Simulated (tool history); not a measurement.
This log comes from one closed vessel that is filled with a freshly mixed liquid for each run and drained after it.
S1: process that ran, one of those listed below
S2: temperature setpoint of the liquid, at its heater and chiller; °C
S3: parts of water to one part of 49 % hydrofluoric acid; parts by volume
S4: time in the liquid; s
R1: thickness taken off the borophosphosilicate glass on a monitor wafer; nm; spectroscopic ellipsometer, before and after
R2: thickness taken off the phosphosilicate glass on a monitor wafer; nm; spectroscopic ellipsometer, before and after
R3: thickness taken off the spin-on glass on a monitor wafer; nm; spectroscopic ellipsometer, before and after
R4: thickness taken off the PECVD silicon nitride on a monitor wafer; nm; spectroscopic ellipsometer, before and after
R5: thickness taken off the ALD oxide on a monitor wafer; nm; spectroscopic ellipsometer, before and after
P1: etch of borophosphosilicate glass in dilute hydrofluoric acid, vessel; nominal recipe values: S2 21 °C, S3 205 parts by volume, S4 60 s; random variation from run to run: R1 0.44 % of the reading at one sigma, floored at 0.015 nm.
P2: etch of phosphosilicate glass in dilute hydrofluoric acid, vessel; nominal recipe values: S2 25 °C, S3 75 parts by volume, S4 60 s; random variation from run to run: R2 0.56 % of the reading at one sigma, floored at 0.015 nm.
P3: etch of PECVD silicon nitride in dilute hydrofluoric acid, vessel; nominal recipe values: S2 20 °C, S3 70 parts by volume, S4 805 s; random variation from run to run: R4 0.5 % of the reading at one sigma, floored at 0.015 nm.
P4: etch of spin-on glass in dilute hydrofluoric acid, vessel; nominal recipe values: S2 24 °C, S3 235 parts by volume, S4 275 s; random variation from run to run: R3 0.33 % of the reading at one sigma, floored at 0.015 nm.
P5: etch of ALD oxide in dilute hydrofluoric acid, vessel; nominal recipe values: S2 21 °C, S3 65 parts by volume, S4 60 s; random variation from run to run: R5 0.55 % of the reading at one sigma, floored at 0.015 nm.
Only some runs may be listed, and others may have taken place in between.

run   hour  S1    S2   S3    S4      R1      R2      R3      R4      R5
  1   10.2  P1    21  205    60  19.187
  2   17.5  P1    21  115    60  37.064
  3   26.6  P2    25   75    60          51.311
  4   36.2  P1    21  205    60  19.207
  5   40.7  P1    21  205    60  19.065
  6   50.8  P1    21  205   105  33.365
  7   59.4  P2    25   75    30          25.286
  8   69.1  P4    24  235   275                   29.66
  9   76.7  P4    24  325   275                  19.561
 10   81.2  P3    20   70   805                          42.602
 11   87.8  P1    28  205    60  24.775
 12   97.6  P2    25   75    60          51.155
 13    106  P3    20   70   805                          42.232
 14  115.7  P1    21  300    60  11.966
     116.1  -- thermometer replaced
 15  125.2  P1    21  205    35  11.141
 16  134.7  P4    24  235    50                  5.3572
 17  139.5  P1    21  205    60  19.167
 18    144  P3  27.5   70   805                          70.197
 19  148.7  P2    25   25    60          162.15
 20    158  P5    21   65    85                                  27.274
 21    163  P5    21  115    60                                  10.323
 22  168.2  P1    21  205    60  18.949
 23  174.3  P3    20  130   805                          23.234
 24  184.7  P5    21   65    60                                   19.42
 25  189.4  P5    29   65    60                                  26.794
 26  198.3  P1  24.5  270    60  15.386
 27  204.1  P5    21   65    60                                  19.432
 28    209  P1    17  205    60  16.347
 29  217.9  P2    31   75    60          64.095
 30  225.1  P3    20   70  1515                          80.445
 31    230  P4  28.5  235   275                  34.497
 32  237.5  P1    21  205    60  19.114
 33    247  P1    21  205    60  18.657
 34    257  P1    21  205    60  18.238
 35    266  P1    21  205    60  18.157
 36  272.8  P1    21  205    60  18.088
 37  277.5  P1    21  205    60   18.05
 38  282.3  P1    21  205    60  18.105
 39  287.2  P1    21  205    60  17.914
 40  294.3  P1    21  205    60  17.933
 41  301.4  P1    21  205    60  17.837
 42  307.6  P1    21  205    60  17.936

P1 has crept away from where it was. The log is fitted equally well by each of these 2 causes, at the sizes shown:
A: liquid colder than its thermometer reads (K) = 1.68
B: hydrofluoric acid flow below the setpoint (%) = 5.19
The process output started creeping at around hour 237.5.

Of the 4 check runs listed below, each run on one wafer and each result written as a question mark, which would let you distinguish the listed causes because they would give clearly different results?
check 1  313.8  P3  20   70  805               ?
check 2  313.8  P4  24  235  275           ?
check 3  313.8  P5  21   65   60                   ?
check 4  313.8  P2  25   75   60       ?

What every check run would give for each of its results, assuming each possible cause in turn:
  check  result    if A    if B
check 1      R4  37.894   40.42
check 2      R3  27.724   27.58
check 3      R5  18.067  18.302
check 4      R2   47.48  47.909
Distance between the nearest two causes, measured in the result of the check that separates them most: check 1 6.45 %; check 2 0.52 %; check 3 1.29 %; check 4 0.9 %
The other checks would show nearly matching results whichever cause is true, so check 1 is the only one that separates the causes.

Check 1 was carried out, with these results: R4 37.754 nm. Which of the listed causes is responsible?

Of the candidate causes, it is A: liquid colder than its thermometer reads (K).
